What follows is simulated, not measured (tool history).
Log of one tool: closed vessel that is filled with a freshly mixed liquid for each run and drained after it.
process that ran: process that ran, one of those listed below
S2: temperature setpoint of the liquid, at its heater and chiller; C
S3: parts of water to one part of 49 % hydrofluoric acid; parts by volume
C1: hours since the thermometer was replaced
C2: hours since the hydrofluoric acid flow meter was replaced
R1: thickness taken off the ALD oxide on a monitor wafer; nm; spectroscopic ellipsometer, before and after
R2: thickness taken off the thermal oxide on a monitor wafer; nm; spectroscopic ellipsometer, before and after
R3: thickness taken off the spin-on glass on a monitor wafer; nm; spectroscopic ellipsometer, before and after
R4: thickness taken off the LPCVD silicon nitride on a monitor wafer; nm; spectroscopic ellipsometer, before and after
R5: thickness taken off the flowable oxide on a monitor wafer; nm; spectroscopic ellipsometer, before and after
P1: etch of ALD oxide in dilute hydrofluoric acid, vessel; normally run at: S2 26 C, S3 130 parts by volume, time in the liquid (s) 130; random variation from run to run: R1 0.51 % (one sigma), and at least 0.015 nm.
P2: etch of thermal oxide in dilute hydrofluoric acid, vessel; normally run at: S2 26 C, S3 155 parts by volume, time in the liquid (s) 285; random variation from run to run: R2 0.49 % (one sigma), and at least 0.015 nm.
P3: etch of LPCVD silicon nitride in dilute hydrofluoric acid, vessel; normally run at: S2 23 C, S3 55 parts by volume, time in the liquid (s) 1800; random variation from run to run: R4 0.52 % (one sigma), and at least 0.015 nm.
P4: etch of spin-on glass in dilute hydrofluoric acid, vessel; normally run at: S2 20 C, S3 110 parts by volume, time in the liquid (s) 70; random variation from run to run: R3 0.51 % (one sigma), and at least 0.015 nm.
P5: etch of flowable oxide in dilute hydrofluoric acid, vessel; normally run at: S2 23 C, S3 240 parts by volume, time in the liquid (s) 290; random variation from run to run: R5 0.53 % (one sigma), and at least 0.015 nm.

Run 1, day 0.133: process that ran P1, S2 26 C, S3 130 parts by volume, time in the liquid (s) 130; C1 764.7; C2 822.5. Result: R1 23.368 nm.
Run 2, day 0.308: process that ran P2, S2 26 C, S3 35 parts by volume, time in the liquid (s) 285; C1 768.9; C2 826.7. Result: R2 43.741 nm.
Run 3, day 0.517: process that ran P4, S2 20 C, S3 110 parts by volume, time in the liquid (s) 70; C1 773.9; C2 831.7. Result: R3 22.989 nm.
Run 4, day 0.629: process that ran P1, S2 29.5 C, S3 130 parts by volume, time in the liquid (s) 200; C1 776.6; C2 834.4. Result: R1 41.125 nm.
Run 5, day 0.812: process that ran P1, S2 26 C, S3 55 parts by volume, time in the liquid (s) 200; C1 781; C2 838.8. Result: R1 94.254 nm.
Run 6, day 0.908: process that ran P4, S2 20 C, S3 25 parts by volume, time in the liquid (s) 70; C1 783.3; C2 841.1. Result: R3 112.18 nm.
Run 7, day 1.125: process that ran P2, S2 26 C, S3 155 parts by volume, time in the liquid (s) 285; C1 788.5; C2 846.3. Result: R2 8.4196 nm.
Run 8, day 1.3: process that ran P3, S2 23 C, S3 55 parts by volume, time in the liquid (s) 1800; C1 792.7; C2 850.5. Result: R4 15.874 nm.
Run 9, day 1.421: process that ran P1, S2 26 C, S3 130 parts by volume, time in the liquid (s) 130; C1 795.6; C2 853.4. Result: R1 23.534 nm.
Run 10, day 1.558: process that ran P5, S2 23 C, S3 240 parts by volume, time in the liquid (s) 290; C1 798.9; C2 856.7. Result: R5 52.935 nm.
Run 11, day 1.754: process that ran P1, S2 26 C, S3 205 parts by volume, time in the liquid (s) 130; C1 803.6; C2 861.4. Result: R1 13.675 nm.
Run 12, day 1.971: process that ran P3, S2 23 C, S3 55 parts by volume, time in the liquid (s) 630; C1 808.8; C2 866.6. Result: R4 5.5658 nm.
At day 1.975: thermometer replaced.
Run 13, day 2.075: process that ran P1, S2 26 C, S3 130 parts by volume, time in the liquid (s) 130; C1 2.5; C2 869.1. Result: R1 23.496 nm.
Run 14, day 2.254: process that ran P1, S2 20 C, S3 130 parts by volume, time in the liquid (s) 130; C1 6.8; C2 873.4. Result: R1 18.689 nm.
Run 15, day 2.354: process that ran P4, S2 20 C, S3 110 parts by volume, time in the liquid (s) 70; C1 9.2; C2 875.8. Result: R3 23.062 nm.
Run 16, day 2.462: process that ran P1, S2 19 C, S3 130 parts by volume, time in the liquid (s) 225; C1 11.8; C2 878.4. Result: R1 30.846 nm.
Run 17, day 2.642: process that ran P3, S2 23 C, S3 55 parts by volume, time in the liquid (s) 1800; C1 16.1; C2 882.7. Result: R4 15.705 nm.
Run 18, day 2.762: process that ran P5, S2 23 C, S3 240 parts by volume, time in the liquid (s) 115; C1 19; C2 885.6. Result: R5 21.094 nm.
Run 19, day 2.883: process that ran P2, S2 19 C, S3 155 parts by volume, time in the liquid (s) 285; C1 21.9; C2 888.5. Result: R2 6.4508 nm.
Run 20, day 3.092: process that ran P4, S2 17 C, S3 110 parts by volume, time in the liquid (s) 70; C1 26.9; C2 893.5. Result: R3 20.511 nm.
Run 21, day 3.267: process that ran P5, S2 17 C, S3 240 parts by volume, time in the liquid (s) 290; C1 31.1; C2 897.7. Result: R5 42.424 nm.
Run 22, day 3.421: process that ran P3, S2 23 C, S3 100 parts by volume, time in the liquid (s) 1800; C1 34.8; C2 901.4. Result: R4 8.7823 nm.

The next listed run, before its measurement:
Run 23, day 3.6: process that ran P1, S2 32.5 C, S3 130 parts by volume, time in the liquid (s) 130; C1 39.1; C2 905.7. Result: R1 ?.

{"run 23": {"R1": 29.756}}

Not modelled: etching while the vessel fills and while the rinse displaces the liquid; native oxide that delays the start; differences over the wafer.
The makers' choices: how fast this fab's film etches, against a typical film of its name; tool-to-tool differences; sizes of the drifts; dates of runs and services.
